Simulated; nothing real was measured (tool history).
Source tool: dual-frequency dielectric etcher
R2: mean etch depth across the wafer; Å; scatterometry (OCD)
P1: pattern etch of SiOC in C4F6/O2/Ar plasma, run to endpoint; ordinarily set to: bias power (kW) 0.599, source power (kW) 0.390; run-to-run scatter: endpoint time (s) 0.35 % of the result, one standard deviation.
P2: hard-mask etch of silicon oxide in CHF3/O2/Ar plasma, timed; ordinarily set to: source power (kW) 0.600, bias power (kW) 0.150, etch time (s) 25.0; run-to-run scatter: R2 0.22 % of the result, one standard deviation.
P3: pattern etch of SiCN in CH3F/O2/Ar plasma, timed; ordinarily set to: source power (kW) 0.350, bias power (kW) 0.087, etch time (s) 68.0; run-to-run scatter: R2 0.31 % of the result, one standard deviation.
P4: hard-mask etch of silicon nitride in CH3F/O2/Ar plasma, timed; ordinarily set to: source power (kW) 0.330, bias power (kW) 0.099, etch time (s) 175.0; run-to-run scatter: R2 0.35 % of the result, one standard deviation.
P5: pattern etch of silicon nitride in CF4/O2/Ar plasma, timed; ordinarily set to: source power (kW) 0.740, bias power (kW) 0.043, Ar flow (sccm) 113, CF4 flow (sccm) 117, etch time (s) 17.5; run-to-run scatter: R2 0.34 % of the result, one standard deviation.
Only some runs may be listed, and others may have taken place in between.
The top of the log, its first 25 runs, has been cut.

{"run": 26, "day": 6.779, "process that ran": "P3", "bias power (kW)": 0.087, "source power (kW)": 0.35, "etch time (s)": 68.0, "R2": 257.7}
{"run": 27, "day": 7.029, "process that ran": "P1", "bias power (kW)": 0.599, "source power (kW)": 0.39, "endpoint time (s)": 9.1547}
{"run": 28, "day": 7.312, "process that ran": "P5", "bias power (kW)": 0.043, "source power (kW)": 0.74, "Ar flow (sccm)": 113, "CF4 flow (sccm)": 117, "etch time (s)": 17.5, "R2": 438.41}
{"run": 29, "day": 7.567, "process that ran": "P2", "bias power (kW)": 0.15, "source power (kW)": 0.6, "etch time (s)": 25.0, "R2": 480.0}
{"run": 30, "day": 7.746, "process that ran": "P1", "bias power (kW)": 0.599, "source power (kW)": 0.39, "endpoint time (s)": 9.1931}
{"run": 31, "day": 7.929, "process that ran": "P1", "bias power (kW)": 0.355, "source power (kW)": 0.39, "endpoint time (s)": 11.1}
{"run": 32, "day": 8.129, "process that ran": "P2", "bias power (kW)": 0.101, "source power (kW)": 0.6, "etch time (s)": 25.0, "R2": 425.96}
{"run": 33, "day": 8.454, "process that ran": "P1", "bias power (kW)": 0.599, "source power (kW)": 0.39, "endpoint time (s)": 9.2162}

Estimate the outcome of run 34 from the log above:
{"run": 34, "day": 8.65, "process that ran": "P1", "bias power (kW)": 0.599, "source power (kW)": 0.39, "endpoint time (s)": "?"}

For run 34 the tool returned endpoint time (s) 9.0857.
